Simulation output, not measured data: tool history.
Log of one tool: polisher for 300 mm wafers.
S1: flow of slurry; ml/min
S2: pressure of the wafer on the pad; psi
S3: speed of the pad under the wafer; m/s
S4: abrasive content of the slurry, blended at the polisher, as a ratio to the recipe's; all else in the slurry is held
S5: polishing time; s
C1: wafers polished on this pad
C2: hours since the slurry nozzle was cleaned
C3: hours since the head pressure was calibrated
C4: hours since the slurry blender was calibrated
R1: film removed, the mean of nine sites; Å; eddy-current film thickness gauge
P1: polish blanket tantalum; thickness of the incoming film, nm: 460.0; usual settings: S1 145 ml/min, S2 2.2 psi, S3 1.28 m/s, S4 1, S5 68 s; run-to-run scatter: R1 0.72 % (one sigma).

Run 1, hour 10.2: S1 145 ml/min, S2 2.2 psi, S3 1.28 m/s, S4 1, S5 68 s; C1 417; C2 334.2; C3 464.4; C4 143.8. Result: R1 1895.8 Å.
Run 2, hour 22.9: S1 145 ml/min, S2 2.2 psi, S3 0.7 m/s, S4 1, S5 68 s; C1 496; C2 346.9; C3 477.1; C4 156.5. Result: R1 1027.2 Å.
Run 3, hour 33.9: S1 145 ml/min, S2 3.5 psi, S3 1.28 m/s, S4 1, S5 68 s; C1 563; C2 357.9; C3 488.1; C4 167.5. Result: R1 3004.6 Å.
Run 4, hour 47.6: S1 145 ml/min, S2 2.2 psi, S3 1.28 m/s, S4 1, S5 68 s; C1 647; C2 371.6; C3 501.8; C4 181.2. Result: R1 1893.1 Å.
Run 5, hour 57.7: S1 215 ml/min, S2 2.2 psi, S3 1.28 m/s, S4 1, S5 68 s; C1 710; C2 381.7; C3 511.9; C4 191.3. Result: R1 2031.2 Å.
Run 6, hour 68.9: S1 145 ml/min, S2 2.2 psi, S3 1.28 m/s, S4 1, S5 68 s; C1 778; C2 392.9; C3 523.1; C4 202.5. Result: R1 1898.8 Å.
Run 7, hour 80.8: S1 145 ml/min, S2 2.2 psi, S3 1.28 m/s, S4 1, S5 68 s; C1 852; C2 404.8; C3 535; C4 214.4. Result: R1 1882.1 Å.
Run 8, hour 92.4: S1 145 ml/min, S2 1.3 psi, S3 1.28 m/s, S4 1, S5 68 s; C1 923; C2 416.4; C3 546.6; C4 226. Result: R1 1120.8 Å.
Run 9, hour 100.9: S1 145 ml/min, S2 2.2 psi, S3 1.28 m/s, S4 1, S5 68 s; C1 975; C2 424.9; C3 555.1; C4 234.5. Result: R1 1878.6 Å.
Run 10, hour 116.2: S1 145 ml/min, S2 2.2 psi, S3 1.28 m/s, S4 0.75, S5 68 s; C1 1069; C2 440.2; C3 570.4; C4 249.8. Result: R1 1696.8 Å.
Run 11, hour 127.2: S1 145 ml/min, S2 2.2 psi, S3 1.28 m/s, S4 1, S5 68 s; C1 1137; C2 451.2; C3 581.4; C4 260.8. Result: R1 1889.4 Å.
Run 12, hour 140.7: S1 105 ml/min, S2 2.2 psi, S3 1.28 m/s, S4 1.25, S5 68 s; C1 1220; C2 464.7; C3 594.9; C4 274.3. Result: R1 1876.4 Å.
Run 13, hour 153.4: S1 85 ml/min, S2 2.2 psi, S3 1.28 m/s, S4 1, S5 68 s; C1 1298; C2 477.4; C3 607.6; C4 287. Result: R1 1671.2 Å.
Run 14, hour 168.8: S1 145 ml/min, S2 2.2 psi, S3 1.28 m/s, S4 1.5, S5 68 s; C1 1393; C2 492.8; C3 623; C4 302.4. Result: R1 2061.6 Å.
Run 15, hour 181.5: S1 145 ml/min, S2 2.2 psi, S3 1.28 m/s, S4 1, S5 44 s; C1 1471; C2 505.5; C3 635.7; C4 315.1. Result: R1 1233.2 Å.

Forecast run 16:
Run 16, hour 189.8: S1 185 ml/min, S2 2.2 psi, S3 1.28 m/s, S4 1, S5 31 s; C1 1522; C2 513.8; C3 644; C4 323.4. Result: R1 ?.

Run 16 gave R1 907.54 Å.
